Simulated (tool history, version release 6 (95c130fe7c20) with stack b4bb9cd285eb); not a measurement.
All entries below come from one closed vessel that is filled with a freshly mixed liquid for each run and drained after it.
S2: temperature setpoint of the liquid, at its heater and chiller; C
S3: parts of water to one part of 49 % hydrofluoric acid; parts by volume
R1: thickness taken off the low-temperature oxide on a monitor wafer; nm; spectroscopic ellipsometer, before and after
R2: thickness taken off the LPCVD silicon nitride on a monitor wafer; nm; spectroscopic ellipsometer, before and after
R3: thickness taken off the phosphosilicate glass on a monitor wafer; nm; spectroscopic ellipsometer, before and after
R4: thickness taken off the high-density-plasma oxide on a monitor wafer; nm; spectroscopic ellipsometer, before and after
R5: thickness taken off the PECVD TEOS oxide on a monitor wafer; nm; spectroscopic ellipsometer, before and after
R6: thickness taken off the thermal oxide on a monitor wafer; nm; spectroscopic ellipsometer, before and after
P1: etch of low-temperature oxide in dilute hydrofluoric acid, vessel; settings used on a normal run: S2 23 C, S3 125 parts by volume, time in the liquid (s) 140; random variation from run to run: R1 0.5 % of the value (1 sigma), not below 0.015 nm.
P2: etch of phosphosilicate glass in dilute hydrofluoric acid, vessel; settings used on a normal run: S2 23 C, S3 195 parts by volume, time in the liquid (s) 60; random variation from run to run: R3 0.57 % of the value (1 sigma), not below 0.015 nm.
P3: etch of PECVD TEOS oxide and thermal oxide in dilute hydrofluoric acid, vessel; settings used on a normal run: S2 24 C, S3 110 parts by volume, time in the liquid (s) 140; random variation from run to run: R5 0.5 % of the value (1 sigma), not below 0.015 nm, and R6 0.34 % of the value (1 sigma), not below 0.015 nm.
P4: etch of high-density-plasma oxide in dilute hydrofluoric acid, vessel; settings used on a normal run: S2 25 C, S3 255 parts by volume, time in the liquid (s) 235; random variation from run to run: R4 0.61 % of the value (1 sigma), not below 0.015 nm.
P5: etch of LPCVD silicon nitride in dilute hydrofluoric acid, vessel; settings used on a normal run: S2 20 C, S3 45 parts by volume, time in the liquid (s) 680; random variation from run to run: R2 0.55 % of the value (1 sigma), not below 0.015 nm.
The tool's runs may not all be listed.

Run 1, hour 12.2: process that ran P1, S2 23 C, S3 125 parts by volume, time in the liquid (s) 140. Result: R1 17.401 nm.
Run 2, hour 26.2: process that ran P1, S2 23 C, S3 125 parts by volume, time in the liquid (s) 140. Result: R1 17.579 nm.
Run 3, hour 42.9: process that ran P5, S2 20 C, S3 20 parts by volume, time in the liquid (s) 680. Result: R2 13.13 nm.
Run 4, hour 59.1: process that ran P5, S2 20 C, S3 45 parts by volume, time in the liquid (s) 680. Result: R2 6.0791 nm.
Run 5, hour 66.7: process that ran P2, S2 23 C, S3 195 parts by volume, time in the liquid (s) 60. Result: R3 33.67 nm.
Run 6, hour 74.7: process that ran P2, S2 23 C, S3 50 parts by volume, time in the liquid (s) 60. Result: R3 156.64 nm.
Run 7, hour 89: process that ran P1, S2 23 C, S3 125 parts by volume, time in the liquid (s) 140. Result: R1 17.515 nm.
Run 8, hour 102.6: process that ran P1, S2 23 C, S3 70 parts by volume, time in the liquid (s) 30. Result: R1 7.2135 nm.
Run 9, hour 113.7: process that ran P4, S2 30.5 C, S3 255 parts by volume, time in the liquid (s) 235. Result: R4 4.9989 nm.
Run 10, hour 130.9: process that ran P3, S2 24 C, S3 195 parts by volume, time in the liquid (s) 140. Result: R5 18.305 nm, R6 2.8971 nm.
Run 11, hour 139.9: process that ran P2, S2 17 C, S3 195 parts by volume, time in the liquid (s) 60. Result: R3 26.913 nm.
Run 12, hour 148.2: process that ran P1, S2 23 C, S3 125 parts by volume, time in the liquid (s) 220. Result: R1 27.609 nm.
Run 13, hour 165.6: process that ran P1, S2 23 C, S3 45 parts by volume, time in the liquid (s) 140. Result: R1 53.973 nm.
Run 14, hour 176.3: process that ran P4, S2 25 C, S3 255 parts by volume, time in the liquid (s) 235. Result: R4 4.1271 nm.
Run 15, hour 185.1: process that ran P3, S2 24 C, S3 110 parts by volume, time in the liquid (s) 140. Result: R5 35.787 nm, R6 5.653 nm.
Run 16, hour 193.9: process that ran P4, S2 25 C, S3 420 parts by volume, time in the liquid (s) 235. Result: R4 2.1217 nm.
Run 17, hour 207.9: process that ran P3, S2 31.5 C, S3 110 parts by volume, time in the liquid (s) 140. Result: R5 47.551 nm, R6 7.5476 nm.
Run 18, hour 218.5: process that ran P1, S2 18.5 C, S3 125 parts by volume, time in the liquid (s) 140. Result: R1 14.628 nm.
Run 19, hour 236: process that ran P3, S2 24 C, S3 110 parts by volume, time in the liquid (s) 140. Result: R5 35.998 nm, R6 5.6452 nm.
Run 20, hour 243.7: process that ran P1, S2 23 C, S3 125 parts by volume, time in the liquid (s) 75. Result: R1 9.3733 nm.
Run 21, hour 255.2: process that ran P5, S2 25.5 C, S3 45 parts by volume, time in the liquid (s) 680. Result: R2 8.7972 nm.
Run 22, hour 263.2: process that ran P2, S2 23 C, S3 195 parts by volume, time in the liquid (s) 105. Result: R3 59.954 nm.
Run 23, hour 271.5: process that ran P3, S2 24 C, S3 110 parts by volume, time in the liquid (s) 250. Result: R5 63.721 nm, R6 10.066 nm.
Run 24, hour 281.9: process that ran P5, S2 20 C, S3 45 parts by volume, time in the liquid (s) 1000. Result: R2 8.9656 nm.
Run 25, hour 289.4: process that ran P1, S2 23 C, S3 210 parts by volume, time in the liquid (s) 140. Result: R1 9.4006 nm.
Run 26, hour 296.9: process that ran P5, S2 20 C, S3 45 parts by volume, time in the liquid (s) 680. Result: R2 6.0897 nm.
Run 27, hour 306: process that ran P1, S2 23 C, S3 125 parts by volume, time in the liquid (s) 140. Result: R1 17.65 nm.
Run 28, hour 321.1: process that ran P1, S2 26.5 C, S3 125 parts by volume, time in the liquid (s) 140. Result: R1 20.134 nm.
Run 29, hour 338.2: process that ran P1, S2 23 C, S3 165 parts by volume, time in the liquid (s) 275. Result: R1 24.99 nm.
Run 30, hour 348.6: process that ran P4, S2 25 C, S3 255 parts by volume, time in the liquid (s) 455. Result: R4 8.0854 nm.
Run 31, hour 365: process that ran P1, S2 23 C, S3 125 parts by volume, time in the liquid (s) 140. Result: R1 17.413 nm.
Run 32, hour 372.6: process that ran P1, S2 23 C, S3 125 parts by volume, time in the liquid (s) 140. Result: R1 16.855 nm.
Run 33, hour 380.8: process that ran P1, S2 23 C, S3 125 parts by volume, time in the liquid (s) 140. Result: R1 16.675 nm.
Run 34, hour 393.1: process that ran P1, S2 23 C, S3 125 parts by volume, time in the liquid (s) 140. Result: R1 16.338 nm.
Run 35, hour 405.2: process that ran P1, S2 23 C, S3 125 parts by volume, time in the liquid (s) 140. Result: R1 16.094 nm.
Run 36, hour 413.4: process that ran P1, S2 23 C, S3 125 parts by volume, time in the liquid (s) 140. Result: R1 16.22 nm.
Run 37, hour 422.8: process that ran P1, S2 23 C, S3 125 parts by volume, time in the liquid (s) 140. Result: R1 16.132 nm.

P1 has crept away from where it was. The log is fitted equally well by each of these 2 causes, at the sizes shown:
A: hydrofluoric acid flow below the setpoint (%) = 6.83
B: liquid colder than its thermometer reads (K) = 2.05
At approximately hour 365, the process output began to creep.

Consider the 4 single-wafer check runs listed below, results given as question marks: which one distinguishes between the causes by giving clearly different results for each?
Run check 1, hour 432.2: process that ran P3, S2 24 C, S3 110 parts by volume, time in the liquid (s) 140. Result: R5 ?, R6 ?.
Run check 2, hour 432.2: process that ran P2, S2 23 C, S3 195 parts by volume, time in the liquid (s) 60. Result: R3 ?.
Run check 3, hour 432.2: process that ran P4, S2 25 C, S3 255 parts by volume, time in the liquid (s) 235. Result: R4 ?.
Run check 4, hour 432.2: process that ran P5, S2 20 C, S3 45 parts by volume, time in the liquid (s) 680. Result: R2 ?.

Outcome of each check run for each possible cause:
  check  result    if A    if B
check 1      R5  33.024  32.992
check 1      R6  5.2158  5.2106
check 2      R3  31.083  31.333
check 3      R4  3.7733   3.837
check 4      R2  5.6731  5.2627
Smallest distance between any two causes, each pair judged by its most separating result, in per cent: check 1 0.1 %; check 2 0.8 %; check 3 1.68 %; check 4 7.51 %
Check 4 is the one run that separates the causes; every other check would come out nearly the same whichever cause is at work.

Check 4 was carried out, with these results: R2 5.6692 nm. Which of the listed causes is responsible?

It was cause A: hydrofluoric acid flow below the setpoint (%).
